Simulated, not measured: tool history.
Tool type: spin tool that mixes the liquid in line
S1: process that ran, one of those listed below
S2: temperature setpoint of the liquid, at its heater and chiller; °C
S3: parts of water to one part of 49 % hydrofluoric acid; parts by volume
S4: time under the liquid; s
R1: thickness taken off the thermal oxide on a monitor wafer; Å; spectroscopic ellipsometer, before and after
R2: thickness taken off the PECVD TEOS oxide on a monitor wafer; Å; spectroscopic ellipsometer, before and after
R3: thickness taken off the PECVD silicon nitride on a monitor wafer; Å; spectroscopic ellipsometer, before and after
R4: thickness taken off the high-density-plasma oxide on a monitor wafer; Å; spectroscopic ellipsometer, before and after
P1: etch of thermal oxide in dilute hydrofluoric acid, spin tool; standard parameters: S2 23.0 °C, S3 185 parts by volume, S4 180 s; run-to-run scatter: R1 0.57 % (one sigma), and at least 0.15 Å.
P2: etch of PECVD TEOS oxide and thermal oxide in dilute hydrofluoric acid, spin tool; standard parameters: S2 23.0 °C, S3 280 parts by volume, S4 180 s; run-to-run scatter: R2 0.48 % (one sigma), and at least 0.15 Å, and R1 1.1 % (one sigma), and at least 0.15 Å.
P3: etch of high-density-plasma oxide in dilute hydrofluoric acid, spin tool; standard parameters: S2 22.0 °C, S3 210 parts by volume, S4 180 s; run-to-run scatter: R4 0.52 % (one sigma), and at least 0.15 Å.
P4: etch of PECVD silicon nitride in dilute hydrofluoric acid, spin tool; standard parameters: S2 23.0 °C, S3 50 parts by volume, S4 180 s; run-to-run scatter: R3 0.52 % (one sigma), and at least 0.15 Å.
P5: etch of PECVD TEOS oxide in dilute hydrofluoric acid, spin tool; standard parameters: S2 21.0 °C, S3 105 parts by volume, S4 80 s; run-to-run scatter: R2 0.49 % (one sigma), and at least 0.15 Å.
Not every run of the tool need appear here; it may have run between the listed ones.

run 1 hour=4.7 | S1=P1 S2=23.0 S3=185 S4=180 | R1=38.494
run 2 hour=8.5 | S1=P1 S2=23.0 S3=280 S4=180 | R1=23.233
run 3 hour=13.5 | S1=P5 S2=21.0 S3=105 S4=15 | R2=19.360
run 4 hour=17.6 | S1=P1 S2=23.0 S3=185 S4=180 | R1=38.866
run 5 hour=22.4 | S1=P2 S2=23.0 S3=280 S4=80 | R1=10.707 R2=53.578
run 6 hour=28.6 | S1=P1 S2=17.5 S3=185 S4=180 | R1=30.881
run 7 hour=34.0 | S1=P1 S2=23.0 S3=185 S4=180 | R1=38.819
run 8 hour=38.2 | S1=P2 S2=23.0 S3=280 S4=180 | R1=23.725 R2=120.750
run 9 hour=42.7 | S1=P4 S2=23.0 S3=80 S4=180 | R3=103.51
run 10 hour=46.6 | S1=P3 S2=22.0 S3=40 S4=180 | R4=421.570
run 11 hour=49.6 | S1=P5 S2=21.0 S3=105 S4=80 | R2=103.350
run 12 hour=54.9 | S1=P1 S2=23.0 S3=185 S4=180 | R1=38.391
run 13 hour=59.5 | S1=P4 S2=23.0 S3=50 S4=180 | R3=163.77
run 14 hour=63.9 | S1=P3 S2=22.0 S3=210 S4=180 | R4=66.069
run 15 hour=67.5 | S1=P5 S2=21.0 S3=170 S4=80 | R2=59.277
run 16 hour=72.5 | S1=P1 S2=23.0 S3=185 S4=180 | R1=38.592
run 17 hour=77.3 | S1=P5 S2=26.5 S3=105 S4=80 | R2=126.690
run 18 hour=82.8 | S1=P3 S2=22.0 S3=210 S4=75 | R4=27.046
run 19 hour=88.9 | S1=P1 S2=31.0 S3=185 S4=180 | R1=51.655

Forecast run 20:
run 20 hour=94.7 | S1=P1 S2=23.0 S3=185 S4=70 | R1=?

R1: 14.855 Å
